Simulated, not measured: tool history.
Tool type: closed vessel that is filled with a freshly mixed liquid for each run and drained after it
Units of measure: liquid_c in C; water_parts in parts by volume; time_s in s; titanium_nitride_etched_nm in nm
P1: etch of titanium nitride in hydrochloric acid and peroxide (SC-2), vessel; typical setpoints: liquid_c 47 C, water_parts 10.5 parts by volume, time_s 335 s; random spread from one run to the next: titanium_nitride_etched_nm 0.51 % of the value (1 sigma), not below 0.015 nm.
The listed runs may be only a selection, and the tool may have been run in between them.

run 1 hour=4.9 | liquid_c=47 water_parts=10.5 time_s=335 | titanium_nitride_etched_nm=7.6731
run 2 hour=9.7 | liquid_c=47 water_parts=10.5 time_s=335 | titanium_nitride_etched_nm=7.6318
run 3 hour=13.7 | liquid_c=47 water_parts=10.5 time_s=335 | titanium_nitride_etched_nm=7.6707
run 4 hour=19.1 | liquid_c=35 water_parts=10.5 time_s=335 | titanium_nitride_etched_nm=3.2729
run 5 hour=22.5 | liquid_c=47 water_parts=16.5 time_s=335 | titanium_nitride_etched_nm=5.2013
run 6 hour=25.2 | liquid_c=47 water_parts=10.5 time_s=95 | titanium_nitride_etched_nm=2.182
run 7 hour=28.3 | liquid_c=47 water_parts=10.5 time_s=335 | titanium_nitride_etched_nm=7.6619
run 8 hour=32 | liquid_c=47 water_parts=4 time_s=335 | titanium_nitride_etched_nm=15.965
run 9 hour=36.3 | liquid_c=47 water_parts=16 time_s=90 | titanium_nitride_etched_nm=1.3915
run 10 hour=40.9 | liquid_c=47 water_parts=10.5 time_s=335 | titanium_nitride_etched_nm=7.622
run 11 hour=45.7 | liquid_c=56 water_parts=10.5 time_s=335 | titanium_nitride_etched_nm=13.832
run 12 hour=48.9 | liquid_c=47 water_parts=10.5 time_s=650 | titanium_nitride_etched_nm=14.987
run 13 hour=51.6 | liquid_c=47 water_parts=10.5 time_s=335 | titanium_nitride_etched_nm=7.6542
run 14 hour=54.6 | liquid_c=47 water_parts=10.5 time_s=335 | titanium_nitride_etched_nm=7.8295
run 15 hour=58.6 | liquid_c=47 water_parts=10.5 time_s=335 | titanium_nitride_etched_nm=7.9562
run 16 hour=62.3 | liquid_c=47 water_parts=10.5 time_s=335 | titanium_nitride_etched_nm=8.0442
run 17 hour=66.6 | liquid_c=47 water_parts=10.5 time_s=335 | titanium_nitride_etched_nm=8.1321
run 18 hour=70.4 | liquid_c=47 water_parts=10.5 time_s=335 | titanium_nitride_etched_nm=8.1831

Forecast run 19:
run 19 hour=75.3 | liquid_c=47 water_parts=10.5 time_s=335 | titanium_nitride_etched_nm=?

Run 19 measured titanium_nitride_etched_nm 8.2766 nm.
